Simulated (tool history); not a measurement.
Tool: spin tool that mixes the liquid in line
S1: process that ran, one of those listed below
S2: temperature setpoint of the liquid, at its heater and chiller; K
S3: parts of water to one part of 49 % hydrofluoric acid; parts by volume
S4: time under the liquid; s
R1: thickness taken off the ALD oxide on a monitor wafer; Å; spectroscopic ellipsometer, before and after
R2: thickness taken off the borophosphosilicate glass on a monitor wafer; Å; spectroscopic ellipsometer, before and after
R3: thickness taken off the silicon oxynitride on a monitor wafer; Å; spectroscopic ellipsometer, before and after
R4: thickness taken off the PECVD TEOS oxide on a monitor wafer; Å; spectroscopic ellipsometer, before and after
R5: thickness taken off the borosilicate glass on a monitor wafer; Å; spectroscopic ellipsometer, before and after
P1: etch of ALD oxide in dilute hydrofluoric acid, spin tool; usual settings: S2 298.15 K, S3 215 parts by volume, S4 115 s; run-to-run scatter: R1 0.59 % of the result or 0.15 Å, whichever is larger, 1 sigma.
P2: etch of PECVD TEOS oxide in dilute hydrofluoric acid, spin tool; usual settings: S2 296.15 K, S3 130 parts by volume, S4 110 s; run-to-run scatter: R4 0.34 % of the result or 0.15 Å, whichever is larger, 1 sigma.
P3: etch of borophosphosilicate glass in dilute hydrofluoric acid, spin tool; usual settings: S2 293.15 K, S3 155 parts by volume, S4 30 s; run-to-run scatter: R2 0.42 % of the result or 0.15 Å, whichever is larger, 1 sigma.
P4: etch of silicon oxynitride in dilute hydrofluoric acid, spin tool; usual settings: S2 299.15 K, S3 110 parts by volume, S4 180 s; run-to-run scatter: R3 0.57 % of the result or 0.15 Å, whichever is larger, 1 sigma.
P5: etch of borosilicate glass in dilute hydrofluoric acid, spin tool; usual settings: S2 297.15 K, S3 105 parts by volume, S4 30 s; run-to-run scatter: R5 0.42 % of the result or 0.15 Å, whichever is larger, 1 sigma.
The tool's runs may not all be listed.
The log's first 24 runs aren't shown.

Run 25, hour 190.0: S1 P3, S2 293.15 K, S3 155 parts by volume, S4 30 s. Result: R2 110.630 Å.
Run 26, hour 195.3: S1 P3, S2 293.15 K, S3 155 parts by volume, S4 55 s. Result: R2 202.210 Å.
Run 27, hour 205.9: S1 P2, S2 301.65 K, S3 130 parts by volume, S4 110 s. Result: R4 290.68 Å.
Run 28, hour 213.1: S1 P1, S2 293.15 K, S3 215 parts by volume, S4 115 s. Result: R1 45.1450 Å.
Run 29, hour 218.5: S1 P5, S2 297.15 K, S3 180 parts by volume, S4 30 s. Result: R5 37.865 Å.
Run 30, hour 226.1: S1 P2, S2 296.15 K, S3 130 parts by volume, S4 55 s. Result: R4 117.44 Å.
Run 31, hour 235.6: S1 P1, S2 298.15 K, S3 215 parts by volume, S4 115 s. Result: R1 53.9340 Å.
Run 32, hour 245.1: S1 P1, S2 298.15 K, S3 215 parts by volume, S4 115 s. Result: R1 54.5430 Å.

Forecast run 33:
Run 33, hour 251.2: S1 P1, S2 298.15 K, S3 215 parts by volume, S4 115 s. Result: R1 ?.

{"run 33": {"R1": 54.402}}
